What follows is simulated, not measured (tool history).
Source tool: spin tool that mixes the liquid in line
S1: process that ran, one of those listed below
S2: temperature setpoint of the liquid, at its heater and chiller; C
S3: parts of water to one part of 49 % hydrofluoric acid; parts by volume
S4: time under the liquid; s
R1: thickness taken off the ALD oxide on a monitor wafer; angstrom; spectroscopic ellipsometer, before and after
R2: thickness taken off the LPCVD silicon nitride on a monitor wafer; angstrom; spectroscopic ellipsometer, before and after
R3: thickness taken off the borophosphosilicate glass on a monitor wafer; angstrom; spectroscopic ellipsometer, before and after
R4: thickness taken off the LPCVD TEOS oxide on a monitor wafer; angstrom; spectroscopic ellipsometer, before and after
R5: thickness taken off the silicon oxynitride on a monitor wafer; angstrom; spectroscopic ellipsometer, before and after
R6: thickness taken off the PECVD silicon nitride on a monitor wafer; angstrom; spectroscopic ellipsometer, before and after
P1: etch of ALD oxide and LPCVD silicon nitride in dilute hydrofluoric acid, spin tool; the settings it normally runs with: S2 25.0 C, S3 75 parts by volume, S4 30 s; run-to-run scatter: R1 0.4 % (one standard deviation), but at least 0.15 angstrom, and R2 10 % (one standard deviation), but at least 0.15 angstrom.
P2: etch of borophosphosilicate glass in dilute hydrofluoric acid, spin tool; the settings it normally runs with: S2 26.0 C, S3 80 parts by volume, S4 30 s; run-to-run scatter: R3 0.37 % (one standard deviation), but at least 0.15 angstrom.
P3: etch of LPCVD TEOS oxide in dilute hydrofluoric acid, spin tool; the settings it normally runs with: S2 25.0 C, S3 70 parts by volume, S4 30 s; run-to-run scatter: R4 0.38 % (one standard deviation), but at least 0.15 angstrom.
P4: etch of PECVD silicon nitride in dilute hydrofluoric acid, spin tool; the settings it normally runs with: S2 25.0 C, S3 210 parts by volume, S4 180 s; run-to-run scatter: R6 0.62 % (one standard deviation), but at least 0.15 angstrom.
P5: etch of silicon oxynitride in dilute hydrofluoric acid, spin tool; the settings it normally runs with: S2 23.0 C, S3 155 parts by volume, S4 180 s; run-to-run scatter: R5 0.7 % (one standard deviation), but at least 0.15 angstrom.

| run | hour | S1 | S2 | S3 | S4 | R1 | R2 | R3 | R4 | R5 | R6 |
|---|---|---|---|---|---|---|---|---|---|---|---|
| 1 | 10.9 | P1 | 25.0 | 75 | 30 | 90.260 | 2.25730 |  |  |  |  |
| 2 | 21.5 | P1 | 33.0 | 75 | 30 | 123.370 | 3.75170 |  |  |  |  |
| 3 | 30.3 | P1 | 25.0 | 110 | 30 | 59.098 | 1.55800 |  |  |  |  |
| 4 | 41.3 | P2 | 26.0 | 20 | 30 |  |  | 693.380 |  |  |  |
| 5 | 49.0 | P3 | 25.0 | 70 | 30 |  |  |  | 140.210 |  |  |
| 6 | 57.3 | P5 | 23.0 | 155 | 40 |  |  |  |  | 7.3799 |  |
| 7 | 67.1 | P1 | 25.0 | 75 | 30 | 91.702 | 2.08800 |  |  |  |  |
| 8 | 74.9 | P1 | 25.0 | 75 | 30 | 91.443 | 1.83440 |  |  |  |  |
| 9 | 86.3 | P5 | 23.0 | 215 | 180 |  |  |  |  | 22.8240 |  |
| 10 | 99.6 | P4 | 25.0 | 210 | 15 |  |  |  |  |  | 4.4278 |
| 11 | 106.6 | P1 | 25.0 | 75 | 55 | 166.510 | 4.10680 |  |  |  |  |
| 12 | 119.1 | P1 | 25.0 | 75 | 30 | 90.796 | 2.08640 |  |  |  |  |
| 13 | 128.4 | P2 | 26.0 | 80 | 15 |  |  | 79.888 |  |  |  |
| 14 | 141.6 | P1 | 32.5 | 75 | 15 | 60.899 | 1.50700 |  |  |  |  |
| 15 | 154.2 | P3 | 17.0 | 70 | 30 |  |  |  | 100.720 |  |  |
| 16 | 161.4 | P1 | 25.0 | 20 | 30 | 367.040 | 7.27330 |  |  |  |  |
| 17 | 172.8 | P3 | 25.0 | 70 | 15 |  |  |  | 70.195 |  |  |
| 18 | 182.0 | P4 | 25.0 | 210 | 180 |  |  |  |  |  | 48.9430 |
| 19 | 190.6 | P1 | 20.5 | 75 | 30 | 75.422 | 2.02380 |  |  |  |  |
| 20 | 200.3 | P4 | 25.0 | 70 | 180 |  |  |  |  |  | 147.5500 |
| 21 | 211.0 | P4 | 25.0 | 210 | 180 |  |  |  |  |  | 49.0340 |
| 22 | 217.9 | P1 | 25.0 | 75 | 30 | 90.662 | 1.94510 |  |  |  |  |
| 23 | 224.9 | P4 | 19.0 | 210 | 180 |  |  |  |  |  | 33.7570 |
| 24 | 236.4 | P3 | 25.0 | 105 | 30 |  |  |  | 89.579 |  |  |
| 25 | 244.0 | P1 | 25.0 | 75 | 30 | 90.853 | 1.46870 |  |  |  |  |
| 26 | 252.0 | P2 | 26.0 | 80 | 30 |  |  | 159.690 |  |  |  |
| 27 | 264.5 | P2 | 20.5 | 80 | 30 |  |  | 127.800 |  |  |  |
| 28 | 274.2 | P5 | 30.5 | 155 | 180 |  |  |  |  | 47.8540 |  |
| 29 | 285.2 | P5 | 23.0 | 155 | 180 |  |  |  |  | 33.3540 |  |
| 30 | 296.0 | P1 | 25.0 | 75 | 15 | 45.269 | 0.95258 |  |  |  |  |
| 31 | 305.4 | P1 | 25.0 | 75 | 30 | 90.999 | 2.13520 |  |  |  |  |
| 32 | 315.0 | P1 | 25.0 | 75 | 30 | 91.847 | 1.96750 |  |  |  |  |
| 33 | 327.4 | P1 | 25.0 | 75 | 30 | 94.363 | 1.88100 |  |  |  |  |
| 34 | 337.3 | P1 | 25.0 | 75 | 30 | 94.625 | 2.02460 |  |  |  |  |
| 35 | 348.9 | P1 | 25.0 | 75 | 30 | 95.482 | 2.40690 |  |  |  |  |
| 36 | 355.5 | P1 | 25.0 | 75 | 30 | 95.026 | 2.21050 |  |  |  |  |
| 37 | 362.4 | P1 | 25.0 | 75 | 30 | 96.087 | 2.10250 |  |  |  |  |
| 38 | 371.3 | P1 | 25.0 | 75 | 30 | 96.666 | 2.17910 |  |  |  |  |
| 39 | 382.0 | P1 | 25.0 | 75 | 30 | 96.616 | 1.77100 |  |  |  |  |
| 40 | 391.1 | P1 | 25.0 | 75 | 30 | 96.387 | 2.18550 |  |  |  |  |
| 41 | 400.0 | P1 | 25.0 | 75 | 30 | 96.663 | 2.59980 |  |  |  |  |
| 42 | 409.3 | P1 | 25.0 | 75 | 30 | 96.675 | 1.77760 |  |  |  |  |

Something has made what P1 gives creep away from where it was; the 2 causes below, each at its own stated size, fit the log equally well:
A: hydrofluoric acid flow above the setpoint (%) = 5.64
B: liquid hotter than its thermometer reads (K) = 1.52
Onset of the creep was near hour 305.4.

The 4 check runs listed below each average the results of 5 wafers, and their outcomes are marked with question marks. Under which run would the listed causes produce clearly different results?
| check 1 | 418.6 | P3 | 25.0 | 100 | 15 |  |  |  | ? |  |  |
| check 2 | 418.6 | P2 | 26.0 | 50 | 30 |  |  | ? |  |  |  |
| check 3 | 418.6 | P5 | 29.0 | 155 | 180 |  |  |  |  | ? |  |
| check 4 | 418.6 | P4 | 25.0 | 210 | 55 |  |  |  |  |  | ? |

What every check run would give for each of its results, assuming each possible cause in turn:
| check | result | if A | if B |
|---|---|---|---|
| check 1 | R4 | 50.333 | 50.214 |
| check 2 | R3 | 282.430 | 283.170 |
| check 3 | R5 | 46.6780 | 46.8250 |
| check 4 | R6 | 15.9500 | 16.5940 |
How far apart the two closest causes lie, in the result that separates them most: check 1 0.24 %; check 2 0.26 %; check 3 0.31 %; check 4 3.96 %
Of the check runs offered, only check 4 discriminates between the causes; the rest would read about the same regardless of which cause applies.

With check 4 done, the readings were: R6 15.8250 angstrom. Identify which of the listed causes applies.

Of the candidate causes, it is A: hydrofluoric acid flow above the setpoint (%).
